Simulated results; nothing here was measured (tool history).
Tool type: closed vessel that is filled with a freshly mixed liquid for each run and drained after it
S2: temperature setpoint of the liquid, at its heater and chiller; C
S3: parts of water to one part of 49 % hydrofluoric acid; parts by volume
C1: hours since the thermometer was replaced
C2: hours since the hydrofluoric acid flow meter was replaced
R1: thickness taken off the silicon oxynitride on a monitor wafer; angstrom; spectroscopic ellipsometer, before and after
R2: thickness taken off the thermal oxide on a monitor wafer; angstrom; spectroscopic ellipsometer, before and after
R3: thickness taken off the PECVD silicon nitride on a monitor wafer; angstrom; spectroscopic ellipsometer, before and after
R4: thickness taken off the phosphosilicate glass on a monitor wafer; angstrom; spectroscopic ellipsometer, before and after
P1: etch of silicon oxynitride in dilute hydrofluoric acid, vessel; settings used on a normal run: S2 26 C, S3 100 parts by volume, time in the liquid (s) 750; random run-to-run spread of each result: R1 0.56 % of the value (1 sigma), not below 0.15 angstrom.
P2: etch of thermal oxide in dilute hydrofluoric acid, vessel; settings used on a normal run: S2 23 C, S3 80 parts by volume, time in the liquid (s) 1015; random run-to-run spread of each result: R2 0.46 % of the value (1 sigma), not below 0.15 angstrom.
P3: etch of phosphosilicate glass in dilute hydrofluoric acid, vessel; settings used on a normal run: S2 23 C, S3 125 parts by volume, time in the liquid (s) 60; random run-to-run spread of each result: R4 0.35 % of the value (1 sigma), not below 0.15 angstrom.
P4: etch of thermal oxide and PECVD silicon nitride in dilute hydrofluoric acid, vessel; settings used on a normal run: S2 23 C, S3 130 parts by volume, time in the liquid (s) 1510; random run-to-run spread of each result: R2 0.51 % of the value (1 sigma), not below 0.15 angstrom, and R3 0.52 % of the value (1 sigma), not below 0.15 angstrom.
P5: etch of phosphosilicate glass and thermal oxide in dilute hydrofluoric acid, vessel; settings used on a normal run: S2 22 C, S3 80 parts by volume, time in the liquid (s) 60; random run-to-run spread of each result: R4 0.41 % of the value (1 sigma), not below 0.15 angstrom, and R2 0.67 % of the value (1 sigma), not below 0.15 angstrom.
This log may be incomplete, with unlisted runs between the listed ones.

{"run": 1, "hour": 10.0, "process that ran": "P1", "S2": 26, "S3": 100, "time in the liquid (s)": 750, "C1": 238.7, "C2": 413, "R1": 376.39}
{"run": 2, "hour": 17.2, "process that ran": "P1", "S2": 26, "S3": 100, "time in the liquid (s)": 1280, "C1": 245.9, "C2": 420.2, "R1": 637.75}
{"run": 3, "hour": 26.1, "process that ran": "P2", "S2": 23, "S3": 35, "time in the liquid (s)": 1015, "C1": 254.8, "C2": 429.1, "R2": 1316.3}
{"run": 4, "hour": 31.4, "process that ran": "P1", "S2": 29.5, "S3": 40, "time in the liquid (s)": 750, "C1": 260.1, "C2": 434.4, "R1": 1171.3}
{"run": 5, "hour": 37.5, "process that ran": "P4", "S2": 23, "S3": 35, "time in the liquid (s)": 1510, "C1": 266.2, "C2": 440.5, "R2": 2237.6, "R3": 1072.3}
{"run": 6, "hour": 43.6, "process that ran": "P5", "S2": 22, "S3": 20, "time in the liquid (s)": 60, "C1": 272.3, "C2": 446.6, "R2": 136.74, "R4": 5907.9}
{"run": 7, "hour": 51.4, "process that ran": "P3", "S2": 17, "S3": 125, "time in the liquid (s)": 60, "C1": 280.1, "C2": 454.4, "R4": 314.36}
{"run": 8, "hour": 58.2, "process that ran": "P3", "S2": 23, "S3": 25, "time in the liquid (s)": 60, "C1": 286.9, "C2": 461.2, "R4": 2265.3}
{"run": 9, "hour": 66.0, "process that ran": "P2", "S2": 17, "S3": 80, "time in the liquid (s)": 1015, "C1": 294.7, "C2": 469, "R2": 422.69}
{"run": 10, "hour": 72.9, "process that ran": "P3", "S2": 23, "S3": 125, "time in the liquid (s)": 110, "C1": 301.6, "C2": 475.9, "R4": 733.88}
{"run": 11, "hour": 80.7, "process that ran": "P1", "S2": 30.5, "S3": 100, "time in the liquid (s)": 750, "C1": 309.4, "C2": 483.7, "R1": 459.57}
{"run": 12, "hour": 91.5, "process that ran": "P2", "S2": 23, "S3": 80, "time in the liquid (s)": 1845, "C1": 320.2, "C2": 494.5, "R2": 991.8}
{"run": 13, "hour": 102.0, "process that ran": "P1", "S2": 26, "S3": 35, "time in the liquid (s)": 1425, "C1": 330.7, "C2": 505, "R1": 2174.2}
{"run": 14, "hour": 113.0, "process that ran": "P1", "S2": 18.5, "S3": 100, "time in the liquid (s)": 750, "C1": 341.7, "C2": 516, "R1": 261.78}
{"run": 15, "hour": 120.9, "process that ran": "P1", "S2": 26, "S3": 180, "time in the liquid (s)": 750, "C1": 349.6, "C2": 523.9, "R1": 193.5}
{"run": 16, "hour": 130.2, "process that ran": "P1", "S2": 26, "S3": 100, "time in the liquid (s)": 750, "C1": 358.9, "C2": 533.2, "R1": 375.38}
{"run": 17, "hour": 136.5, "process that ran": "P5", "S2": 22, "S3": 80, "time in the liquid (s)": 60, "C1": 365.2, "C2": 539.5, "R2": 31.194, "R4": 1367}
{"run": 18, "hour": 147.1, "process that ran": "P4", "S2": 30, "S3": 130, "time in the liquid (s)": 1510, "C1": 375.8, "C2": 550.1, "R2": 694.68, "R3": 462.48}
{"run": 19, "hour": 158.1, "process that ran": "P3", "S2": 23, "S3": 125, "time in the liquid (s)": 60, "C1": 386.8, "C2": 561.1, "R4": 402.12}
{"run": 20, "hour": 165.2, "process that ran": "P1", "S2": 26, "S3": 100, "time in the liquid (s)": 750, "C1": 393.9, "C2": 568.2, "R1": 376.94}
{"run": 21, "hour": 171.4, "process that ran": "P4", "S2": 23, "S3": 130, "time in the liquid (s)": 1510, "C1": 400.1, "C2": 574.4, "R2": 535.73, "R3": 298.5}
{"run": 22, "hour": 180.1, "process that ran": "P1", "S2": 26, "S3": 100, "time in the liquid (s)": 750, "C1": 408.8, "C2": 583.1, "R1": 377.74}
{"run": 23, "hour": 185.3, "process that ran": "P1", "S2": 26, "S3": 100, "time in the liquid (s)": 235, "C1": 414, "C2": 588.3, "R1": 117.01}
{"run": 24, "hour": 195.0, "process that ran": "P4", "S2": 23, "S3": 130, "time in the liquid (s)": 90, "C1": 423.7, "C2": 598, "R2": 32.203, "R3": 17.553}
{"run": 25, "hour": 201.2, "process that ran": "P5", "S2": 29.5, "S3": 80, "time in the liquid (s)": 60, "C1": 429.9, "C2": 604.2, "R2": 42.119, "R4": 1836}

Predict the results of run 26:
{"run": 26, "hour": 206.5, "process that ran": "P5", "S2": 22, "S3": 80, "time in the liquid (s)": 115, "C1": 435.2, "C2": 609.5, "R2": "?", "R4": "?"}

{"run 26": {"R2": 60.414, "R4": 2638}}
